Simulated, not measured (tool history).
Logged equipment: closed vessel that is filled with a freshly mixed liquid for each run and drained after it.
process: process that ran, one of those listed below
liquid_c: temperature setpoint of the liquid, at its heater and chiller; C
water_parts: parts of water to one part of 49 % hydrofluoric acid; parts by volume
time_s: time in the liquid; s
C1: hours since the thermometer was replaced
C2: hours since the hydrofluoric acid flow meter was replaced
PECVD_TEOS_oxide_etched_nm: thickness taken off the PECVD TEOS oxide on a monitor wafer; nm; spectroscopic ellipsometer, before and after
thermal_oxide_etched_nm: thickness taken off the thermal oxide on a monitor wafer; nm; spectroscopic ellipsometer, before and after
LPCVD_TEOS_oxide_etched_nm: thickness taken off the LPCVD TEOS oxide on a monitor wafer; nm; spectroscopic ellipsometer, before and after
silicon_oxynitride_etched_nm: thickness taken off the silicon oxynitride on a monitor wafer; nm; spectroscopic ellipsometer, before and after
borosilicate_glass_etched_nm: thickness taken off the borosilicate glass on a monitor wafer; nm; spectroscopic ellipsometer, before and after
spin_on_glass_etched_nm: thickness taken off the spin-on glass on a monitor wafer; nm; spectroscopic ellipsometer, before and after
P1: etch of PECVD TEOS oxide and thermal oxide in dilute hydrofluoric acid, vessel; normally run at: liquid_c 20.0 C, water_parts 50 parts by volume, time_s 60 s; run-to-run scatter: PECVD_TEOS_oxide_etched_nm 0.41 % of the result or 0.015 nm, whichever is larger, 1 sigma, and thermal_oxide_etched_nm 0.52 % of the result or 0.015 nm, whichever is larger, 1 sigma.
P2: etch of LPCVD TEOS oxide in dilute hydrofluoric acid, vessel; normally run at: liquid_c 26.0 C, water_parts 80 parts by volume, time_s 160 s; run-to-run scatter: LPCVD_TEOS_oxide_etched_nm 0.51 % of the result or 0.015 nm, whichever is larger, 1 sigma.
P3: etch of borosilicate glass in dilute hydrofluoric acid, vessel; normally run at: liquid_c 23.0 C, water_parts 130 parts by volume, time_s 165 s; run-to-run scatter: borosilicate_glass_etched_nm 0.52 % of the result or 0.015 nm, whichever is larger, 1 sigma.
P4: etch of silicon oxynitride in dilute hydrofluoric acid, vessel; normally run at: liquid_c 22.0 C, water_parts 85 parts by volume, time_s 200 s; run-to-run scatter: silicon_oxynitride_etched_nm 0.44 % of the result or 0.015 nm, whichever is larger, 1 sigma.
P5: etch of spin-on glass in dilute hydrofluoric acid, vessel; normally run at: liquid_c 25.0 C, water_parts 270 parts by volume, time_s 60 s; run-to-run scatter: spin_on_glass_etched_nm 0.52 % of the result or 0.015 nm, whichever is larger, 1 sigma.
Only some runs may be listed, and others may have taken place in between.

{"run": 1, "hour": 16.4, "process": "P1", "liquid_c": 20.0, "water_parts": 50, "time_s": 60, "C1": 854.3, "C2": 522.3, "PECVD_TEOS_oxide_etched_nm": 19.66, "thermal_oxide_etched_nm": 4.7976}
{"run": 2, "hour": 32.2, "process": "P2", "liquid_c": 26.0, "water_parts": 80, "time_s": 160, "C1": 870.1, "C2": 538.1, "LPCVD_TEOS_oxide_etched_nm": 46.221}
{"run": 3, "hour": 40.7, "process": "P4", "liquid_c": 22.0, "water_parts": 85, "time_s": 395, "C1": 878.6, "C2": 546.6, "silicon_oxynitride_etched_nm": 8.9929}
{"run": 4, "hour": 50.9, "process": "P1", "liquid_c": 25.5, "water_parts": 50, "time_s": 60, "C1": 888.8, "C2": 556.8, "PECVD_TEOS_oxide_etched_nm": 24.747, "thermal_oxide_etched_nm": 6.0089}
{"run": 5, "hour": 62.5, "process": "P2", "liquid_c": 26.0, "water_parts": 80, "time_s": 160, "C1": 900.4, "C2": 568.4, "LPCVD_TEOS_oxide_etched_nm": 46.064}
{"run": 6, "hour": 77.2, "process": "P1", "liquid_c": 20.0, "water_parts": 50, "time_s": 95, "C1": 915.1, "C2": 583.1, "PECVD_TEOS_oxide_etched_nm": 31.029, "thermal_oxide_etched_nm": 7.5537}
{"run": 7, "hour": 90.2, "process": "P2", "liquid_c": 26.0, "water_parts": 80, "time_s": 40, "C1": 928.1, "C2": 596.1, "LPCVD_TEOS_oxide_etched_nm": 11.494}
{"run": 8, "hour": 108.6, "process": "P3", "liquid_c": 23.0, "water_parts": 130, "time_s": 165, "C1": 946.5, "C2": 614.5, "borosilicate_glass_etched_nm": 31.332}
{"run": 9, "hour": 121.4, "process": "P4", "liquid_c": 22.0, "water_parts": 85, "time_s": 200, "C1": 959.3, "C2": 627.3, "silicon_oxynitride_etched_nm": 4.5749}
{"run": 10, "hour": 139.7, "process": "P1", "liquid_c": 20.0, "water_parts": 50, "time_s": 60, "C1": 977.6, "C2": 645.6, "PECVD_TEOS_oxide_etched_nm": 19.478, "thermal_oxide_etched_nm": 4.7695}
{"run": 11, "hour": 149.1, "process": "P3", "liquid_c": 23.0, "water_parts": 35, "time_s": 165, "C1": 987.0, "C2": 655.0, "borosilicate_glass_etched_nm": 128.73}
{"run": 12, "hour": 162.8, "process": "P1", "liquid_c": 20.0, "water_parts": 50, "time_s": 60, "C1": 1000.7, "C2": 668.7, "PECVD_TEOS_oxide_etched_nm": 19.638, "thermal_oxide_etched_nm": 4.7549}
{"run": 13, "hour": 171.7, "process": "P1", "liquid_c": 20.0, "water_parts": 50, "time_s": 30, "C1": 1009.6, "C2": 677.6, "PECVD_TEOS_oxide_etched_nm": 9.8482, "thermal_oxide_etched_nm": 2.3996}
{"run": 14, "hour": 185.0, "process": "P1", "liquid_c": 20.0, "water_parts": 20, "time_s": 60, "C1": 1022.9, "C2": 690.9, "PECVD_TEOS_oxide_etched_nm": 51.115, "thermal_oxide_etched_nm": 12.358}
{"run": 15, "hour": 195.0, "process": "P1", "liquid_c": 20.0, "water_parts": 75, "time_s": 90, "C1": 1032.9, "C2": 700.9, "PECVD_TEOS_oxide_etched_nm": 18.941, "thermal_oxide_etched_nm": 4.612}
{"run": 16, "hour": 211.1, "process": "P2", "liquid_c": 17.5, "water_parts": 80, "time_s": 160, "C1": 1049.0, "C2": 717.0, "LPCVD_TEOS_oxide_etched_nm": 32.482}
{"run": 17, "hour": 224.4, "process": "P3", "liquid_c": 23.0, "water_parts": 130, "time_s": 85, "C1": 1062.3, "C2": 730.3, "borosilicate_glass_etched_nm": 15.978}
{"run": 18, "hour": 236.1, "process": "P5", "liquid_c": 25.0, "water_parts": 270, "time_s": 30, "C1": 1074.0, "C2": 742.0, "spin_on_glass_etched_nm": 4.059}
{"run": 19, "hour": 254.4, "process": "P3", "liquid_c": 27.0, "water_parts": 130, "time_s": 165, "C1": 1092.3, "C2": 760.3, "borosilicate_glass_etched_nm": 36.393}
{"run": 20, "hour": 264.7, "process": "P4", "liquid_c": 22.0, "water_parts": 140, "time_s": 200, "C1": 1102.6, "C2": 770.6, "silicon_oxynitride_etched_nm": 2.6346}
{"run": 21, "hour": 282.7, "process": "P5", "liquid_c": 25.0, "water_parts": 475, "time_s": 60, "C1": 1120.6, "C2": 788.6, "spin_on_glass_etched_nm": 3.8062}
{"run": 22, "hour": 300.5, "process": "P5", "liquid_c": 25.0, "water_parts": 270, "time_s": 60, "C1": 1138.4, "C2": 806.4, "spin_on_glass_etched_nm": 8.2047}
{"run": 23, "hour": 309.3, "process": "P5", "liquid_c": 17.0, "water_parts": 270, "time_s": 60, "C1": 1147.2, "C2": 815.2, "spin_on_glass_etched_nm": 6.065}
{"run": 24, "hour": 327.3, "process": "P1", "liquid_c": 20.0, "water_parts": 20, "time_s": 30, "C1": 1165.2, "C2": 833.2, "PECVD_TEOS_oxide_etched_nm": 25.282, "thermal_oxide_etched_nm": 6.2048}
{"run": 25, "hour": 345.3, "process": "P1", "liquid_c": 17.0, "water_parts": 50, "time_s": 35, "C1": 1183.2, "C2": 851.2, "PECVD_TEOS_oxide_etched_nm": 10.022, "thermal_oxide_etched_nm": 2.4154}
{"run": 26, "hour": 355.2, "process": "P1", "liquid_c": 20.0, "water_parts": 90, "time_s": 60, "C1": 1193.1, "C2": 861.1, "PECVD_TEOS_oxide_etched_nm": 10.437, "thermal_oxide_etched_nm": 2.5012}
{"run": 27, "hour": 371.9, "process": "P5", "liquid_c": 25.0, "water_parts": 270, "time_s": 60, "C1": 1209.8, "C2": 877.8, "spin_on_glass_etched_nm": 8.1014}
{"run": 28, "hour": 389.6, "process": "P1", "liquid_c": 17.0, "water_parts": 50, "time_s": 60, "C1": 1227.5, "C2": 895.5, "PECVD_TEOS_oxide_etched_nm": 17.169, "thermal_oxide_etched_nm": 4.2217}
{"run": 29, "hour": 400.4, "process": "P2", "liquid_c": 26.0, "water_parts": 35, "time_s": 160, "C1": 1238.3, "C2": 906.3, "LPCVD_TEOS_oxide_etched_nm": 111.91}
{"run": 30, "hour": 414.9, "process": "P1", "liquid_c": 20.0, "water_parts": 50, "time_s": 60, "C1": 1252.8, "C2": 920.8, "PECVD_TEOS_oxide_etched_nm": 19.677, "thermal_oxide_etched_nm": 4.8031}
{"run": 31, "hour": 427.5, "process": "P1", "liquid_c": 20.0, "water_parts": 50, "time_s": 60, "C1": 1265.4, "C2": 933.4, "PECVD_TEOS_oxide_etched_nm": 19.62, "thermal_oxide_etched_nm": 4.7775}
{"run": 32, "hour": 438.2, "process": "P3", "liquid_c": 23.0, "water_parts": 130, "time_s": 165, "C1": 1276.1, "C2": 944.1, "borosilicate_glass_etched_nm": 31.253}
{"run": 33, "hour": 447.8, "process": "P4", "liquid_c": 30.5, "water_parts": 85, "time_s": 200, "C1": 1285.7, "C2": 953.7, "silicon_oxynitride_etched_nm": 6.7773}
{"run": 34, "hour": 461.7, "process": "P1", "liquid_c": 20.0, "water_parts": 50, "time_s": 60, "C1": 1299.6, "C2": 967.6, "PECVD_TEOS_oxide_etched_nm": 19.542, "thermal_oxide_etched_nm": 4.7887}
{"run": 35, "hour": 472.1, "process": "P1", "liquid_c": 20.0, "water_parts": 50, "time_s": 60, "C1": 1310.0, "C2": 978.0, "PECVD_TEOS_oxide_etched_nm": 19.736, "thermal_oxide_etched_nm": 4.7652}
{"run": 36, "hour": 485.6, "process": "P1", "liquid_c": 20.0, "water_parts": 50, "time_s": 60, "C1": 1323.5, "C2": 991.5, "PECVD_TEOS_oxide_etched_nm": 19.043, "thermal_oxide_etched_nm": 4.5674}
{"run": 37, "hour": 499.5, "process": "P1", "liquid_c": 20.0, "water_parts": 50, "time_s": 60, "C1": 1337.4, "C2": 1005.4, "PECVD_TEOS_oxide_etched_nm": 18.561, "thermal_oxide_etched_nm": 4.5798}
{"run": 38, "hour": 512.0, "process": "P1", "liquid_c": 20.0, "water_parts": 50, "time_s": 60, "C1": 1349.9, "C2": 1017.9, "PECVD_TEOS_oxide_etched_nm": 18.437, "thermal_oxide_etched_nm": 4.4666}
{"run": 39, "hour": 525.2, "process": "P1", "liquid_c": 20.0, "water_parts": 50, "time_s": 60, "C1": 1363.1, "C2": 1031.1, "PECVD_TEOS_oxide_etched_nm": 18.357, "thermal_oxide_etched_nm": 4.4571}
{"run": 40, "hour": 536.6, "process": "P1", "liquid_c": 20.0, "water_parts": 50, "time_s": 60, "C1": 1374.5, "C2": 1042.5, "PECVD_TEOS_oxide_etched_nm": 18.276, "thermal_oxide_etched_nm": 4.4497}
{"run": 41, "hour": 547.3, "process": "P1", "liquid_c": 20.0, "water_parts": 50, "time_s": 60, "C1": 1385.2, "C2": 1053.2, "PECVD_TEOS_oxide_etched_nm": 18.309, "thermal_oxide_etched_nm": 4.4316}

P1 no longer gives what it gave before; its output has crept away from where it was. The following 2 causes, each at its listed size, fit the log equally well:
A: hydrofluoric acid flow below the setpoint (%) = 6.25
B: liquid colder than its thermometer reads (K) = 1.61
The process output started creeping at around hour 472.1.

Which of the check runs below tells the causes apart, meaning the causes would give it clearly different results? Each run uses 3 wafers whose results are averaged, and each result is shown as a question mark.
{"run": "check 1", "hour": 558.0, "process": "P4", "liquid_c": 29.5, "water_parts": 85, "time_s": 390, "silicon_oxynitride_etched_nm": "?"}
{"run": "check 2", "hour": 558.0, "process": "P5", "liquid_c": 25.0, "water_parts": 425, "time_s": 30, "spin_on_glass_etched_nm": "?"}
{"run": "check 3", "hour": 558.0, "process": "P3", "liquid_c": 23.0, "water_parts": 40, "time_s": 165, "borosilicate_glass_etched_nm": "?"}
{"run": "check 4", "hour": 558.0, "process": "P2", "liquid_c": 18.5, "water_parts": 80, "time_s": 55, "LPCVD_TEOS_oxide_etched_nm": "?"}

Check results expected under each cause:
check=check_1 result=silicon_oxynitride_etched_nm if_A=11.7250 if_B=11.6850
check=check_2 result=spin_on_glass_etched_nm if_A=2.0359 if_B=2.1138
check=check_3 result=borosilicate_glass_etched_nm if_A=105.410 if_B=105.450
check=check_4 result=LPCVD_TEOS_oxide_etched_nm if_A=10.851 if_B=10.874
Per-check spread between the two closest causes, in the result where they differ most: check 1 0.35 %; check 2 3.76 %; check 3 0.04 %; check 4 0.21 %
Check 2 distinguishes between the causes, while the remaining checks would return nearly the same result for all of them.

Check 2 was carried out, with these results: spin_on_glass_etched_nm 2.0349 nm. Which of the listed causes is responsible?

The cause is A: hydrofluoric acid flow below the setpoint (%).

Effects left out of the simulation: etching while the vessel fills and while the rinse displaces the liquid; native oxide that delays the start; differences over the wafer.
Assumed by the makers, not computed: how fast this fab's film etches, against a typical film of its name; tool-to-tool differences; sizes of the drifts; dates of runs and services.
